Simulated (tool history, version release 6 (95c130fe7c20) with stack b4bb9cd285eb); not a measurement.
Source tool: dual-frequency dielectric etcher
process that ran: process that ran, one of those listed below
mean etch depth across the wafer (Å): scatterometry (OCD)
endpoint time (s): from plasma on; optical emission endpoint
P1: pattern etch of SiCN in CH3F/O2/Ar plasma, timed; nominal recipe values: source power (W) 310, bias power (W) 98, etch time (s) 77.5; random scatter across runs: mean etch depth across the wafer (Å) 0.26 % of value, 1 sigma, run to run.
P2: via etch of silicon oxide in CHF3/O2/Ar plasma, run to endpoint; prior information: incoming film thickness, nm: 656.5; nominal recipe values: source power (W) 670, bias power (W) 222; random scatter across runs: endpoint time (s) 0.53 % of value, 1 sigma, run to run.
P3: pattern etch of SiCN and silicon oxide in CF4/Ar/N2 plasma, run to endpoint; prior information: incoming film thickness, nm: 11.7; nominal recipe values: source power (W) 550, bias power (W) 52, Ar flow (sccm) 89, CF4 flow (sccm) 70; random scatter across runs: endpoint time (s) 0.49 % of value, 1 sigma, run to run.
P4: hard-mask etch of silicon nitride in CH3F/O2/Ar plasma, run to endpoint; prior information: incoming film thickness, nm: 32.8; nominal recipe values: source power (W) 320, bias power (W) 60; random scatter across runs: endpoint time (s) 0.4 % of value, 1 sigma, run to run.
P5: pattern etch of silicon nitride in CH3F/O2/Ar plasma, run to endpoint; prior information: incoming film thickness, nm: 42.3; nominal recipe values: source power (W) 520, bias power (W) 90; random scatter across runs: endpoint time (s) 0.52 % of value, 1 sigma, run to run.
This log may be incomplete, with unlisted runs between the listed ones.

run   hour  process that ran  source power (W)  bias power (W)  etch time (s)  Ar flow (sccm)  CF4 flow (sccm)  hours since the last wet clean  hours since the last source power generator calibration  hours since the last bias power generator calibration  mean etch depth across the wafer (Å)  endpoint time (s)
  1    7.5                P1               310              98           77.5                                                            130.7                                                   1601.9                                                 1133.3                                302.13
  2   12.7                P1               310              98           77.5                                                            135.9                                                   1607.1                                                 1138.5                                304.89
  3   17.8                P1               190              75           77.5                                                              141                                                   1612.2                                                 1143.6                                228.69
  4   26.1                P1               310              98           77.5                                                            149.3                                                   1620.5                                                 1151.9                                303.61
  5   33.6                P3               550              52                             89               70                           156.8                                                     1628                                                 1159.4                                                   12.308
  6   39.9                P2               670             222                                                                           163.1                                                   1634.3                                                 1165.7                                                    303.9
  7     48                P4               400              60                                                                           171.2                                                   1642.4                                                 1173.8                                                   52.622
  8   54.5                P3               550              52                             65               70                           177.7                                                   1648.9                                                 1180.3                                                   11.771
  9   61.4                P1               230              98            102                                                            184.6                                                   1655.8                                                 1187.2                                358.13
 10   71.2                P4               320              60                                                                           194.4                                                   1665.6                                                   1197                                                   56.898
 11   75.9                P5               520             119                                                                           199.1                                                   1670.3                                                 1201.7                                                   46.074
 12   81.6                P1               310             121           77.5                                                            204.8                                                     1676                                                 1207.4                                328.84
 13   86.2                P1               310              67           77.5                                                            209.4                                                   1680.6                                                   1212                                263.47
      88.4  -- source power generator calibrated
 14   93.7                P2               670             170                                                                           216.9                                                      5.4                                                 1219.5                                                   333.72
 15   98.9                P1               310              98           77.5                                                            222.1                                                     10.6                                                 1224.7                                303.12
 16  106.7                P1               310              98           59.5                                                            229.9                                                     18.4                                                 1232.5                                232.92
 17  113.5                P3               670              52                             89               70                           236.7                                                     25.2                                                 1239.3                                                   10.313
 18  118.1                P1               310              98            113                                                            241.3                                                     29.8                                                 1243.9                                442.39
 19  124.4                P5               630              90                                                                           247.6                                                     36.1                                                 1250.2                                                   47.771
 20  130.4                P4               320              35                                                                           253.6                                                     42.1                                                 1256.2                                                   67.448
 21  135.5                P1               420              98           77.5                                                            258.7                                                     47.2                                                 1261.3                                339.51
 22  139.7                P2               460             222                                                                           262.9                                                     51.4                                                 1265.5                                                   354.39
 23  149.3                P1               200              98           77.5                                                            272.5                                                       61                                                 1275.1                                258.78
 24  154.6                P3               550              52                             89               55                           277.8                                                     66.3                                                 1280.4                                                   12.885
     157.6  -- wet clean of the chamber
 25  161.2                P3               550              71                             89               70                             3.7                                                     72.9                                                   1287                                                   11.176
 26    169                P1               420             118           77.5                                                             11.5                                                     80.7                                                 1294.8                                364.74
 27  177.4                P5               520              90                                                                            19.9                                                     89.1                                                 1303.2                                                   50.708

Forecast run 28:
 28  185.1                P1               310              98           77.5                                                             27.6                                                     96.8                                                 1310.9                                     ?

Run 28 gave mean etch depth across the wafer (Å) 302.92.

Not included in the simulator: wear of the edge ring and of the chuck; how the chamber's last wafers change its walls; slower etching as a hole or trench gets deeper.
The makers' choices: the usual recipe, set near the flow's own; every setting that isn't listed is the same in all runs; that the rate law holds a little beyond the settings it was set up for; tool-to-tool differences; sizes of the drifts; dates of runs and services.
